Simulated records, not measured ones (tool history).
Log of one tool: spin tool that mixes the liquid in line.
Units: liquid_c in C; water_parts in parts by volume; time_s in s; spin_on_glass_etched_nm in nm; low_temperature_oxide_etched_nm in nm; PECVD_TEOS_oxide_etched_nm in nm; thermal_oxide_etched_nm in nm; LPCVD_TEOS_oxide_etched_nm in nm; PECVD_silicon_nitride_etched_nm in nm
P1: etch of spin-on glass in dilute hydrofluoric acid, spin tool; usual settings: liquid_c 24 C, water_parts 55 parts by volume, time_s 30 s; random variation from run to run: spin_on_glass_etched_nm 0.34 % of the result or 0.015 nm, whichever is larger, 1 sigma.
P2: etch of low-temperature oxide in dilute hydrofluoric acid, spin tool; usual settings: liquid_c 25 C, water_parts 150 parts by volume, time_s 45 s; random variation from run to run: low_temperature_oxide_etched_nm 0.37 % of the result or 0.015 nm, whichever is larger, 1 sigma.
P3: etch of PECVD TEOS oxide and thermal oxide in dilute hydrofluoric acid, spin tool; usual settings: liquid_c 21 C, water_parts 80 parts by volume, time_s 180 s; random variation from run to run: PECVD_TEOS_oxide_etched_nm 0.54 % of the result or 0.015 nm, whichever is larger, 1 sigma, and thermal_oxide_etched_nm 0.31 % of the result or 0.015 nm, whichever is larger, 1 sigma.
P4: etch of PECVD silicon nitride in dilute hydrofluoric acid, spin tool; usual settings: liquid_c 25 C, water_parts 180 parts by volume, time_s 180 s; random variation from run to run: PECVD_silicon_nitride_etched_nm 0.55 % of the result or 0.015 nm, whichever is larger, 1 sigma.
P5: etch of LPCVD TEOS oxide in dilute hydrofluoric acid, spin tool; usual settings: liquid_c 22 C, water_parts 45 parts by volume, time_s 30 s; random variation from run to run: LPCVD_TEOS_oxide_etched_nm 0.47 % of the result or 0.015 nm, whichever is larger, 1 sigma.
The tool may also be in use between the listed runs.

run	hour	process	liquid_c	water_parts	time_s	spin_on_glass_etched_nm	low_temperature_oxide_etched_nm	PECVD_TEOS_oxide_etched_nm	thermal_oxide_etched_nm	LPCVD_TEOS_oxide_etched_nm	PECVD_silicon_nitride_etched_nm
1	7.2	P1	24	55	30	35.825					
2	15.7	P2	17.5	150	45		6.0458				
3	29.4	P1	20	55	30	30.393					
4	37	P3	21	80	180			18.758	10.161		
5	49.8	P5	22	45	30					37.034	
6	60.4	P4	25	180	180						3.6078
7	73	P2	25	245	45		4.4525				
8	86.9	P1	24	55	15	17.818					
9	94.6	P4	18.5	180	180						2.3595
10	107	P1	24	30	30	67.302					
11	120.7	P1	24	55	55	65.753					
12	133.8	P1	24	55	30	35.955					
13	144.1	P1	29.5	55	30	44.804					
14	156.1	P1	28.5	35	30	69.929					
15	169.2	P3	21	80	180			18.526	10.177		
16	179.9	P5	22	45	15					18.587	
17	187.4	P2	25	150	25		4.4797				
18	195.5	P3	21	130	180			10.779	5.958		
19	201.9	P2	25	150	45		8.0441				
20	214.6	P1	24	90	30	20.956					
21	227.5	P4	25	180	180						3.5741
22	237	P1	24	55	30	35.695					
23	247.8	P5	22	20	30					87.016	
24	257.6	P1	24	55	30	35.521					
25	271.8	P5	22	45	30					37.267	
26	279.4	P3	21	80	70			7.2152	3.9375		
27	291.4	P1	24	55	30	35.952					
28	298.2	P1	24	55	30	35.893					
29	309.8	P4	25	35	180						18.128
30	317.7	P4	25	180	345						6.8442
31	326.8	P3	26.5	80	180			23.277	12.708		
32	333.7	P5	29.5	45	30					50.216	
33	340.4	P1	24	55	30	35.823					
34	352.3	P1	24	55	30	36.855					
35	363.7	P1	24	55	30	37.231					
36	377.6	P1	24	55	30	37.709					
37	384.6	P1	24	55	30	37.913					
38	398.4	P1	24	55	30	37.928					
39	406.7	P1	24	55	30	38.115					
40	413.1	P1	24	55	30	37.738					
41	419.5	P1	24	55	30	37.965					

What P1 gives has crept away from where it was. These 2 causes fit the log equally well, each at the size given:
A: liquid hotter than its thermometer reads (K) = 1.45
B: hydrofluoric acid flow above the setpoint (%) = 5.66
The creep began at about hour 340.4.

4 check runs are offered, each on 2 wafers whose results are averaged, their results left as question marks. Which one tells the causes apart?
check 1	425.9	P2	19	150	45		?				
check 2	425.9	P5	28.5	45	15					?	
check 3	425.9	P3	26	80	75			?	?		
check 4	425.9	P4	18.5	180	335						?

What each check would give under each cause:
check	result	if A	if B
check 1	low_temperature_oxide_etched_nm	6.7419	6.7788
check 2	LPCVD_TEOS_oxide_etched_nm	25.629	25.658
check 3	PECVD_TEOS_oxide_etched_nm	10.028	10.067
check 3	thermal_oxide_etched_nm	5.5079	5.5294
check 4	PECVD_silicon_nitride_etched_nm	4.8326	4.6279
How far apart the two closest causes lie, in the result that separates them most: check 1 0.54 %; check 2 0.11 %; check 3 0.39 %; check 4 4.33 %
Only check 4 tells the causes apart: in the others they would give nearly the same result.

Check 4 was then run and gave: PECVD_silicon_nitride_etched_nm 4.6379 nm. Which cause is it?

It is B: hydrofluoric acid flow above the setpoint (%).
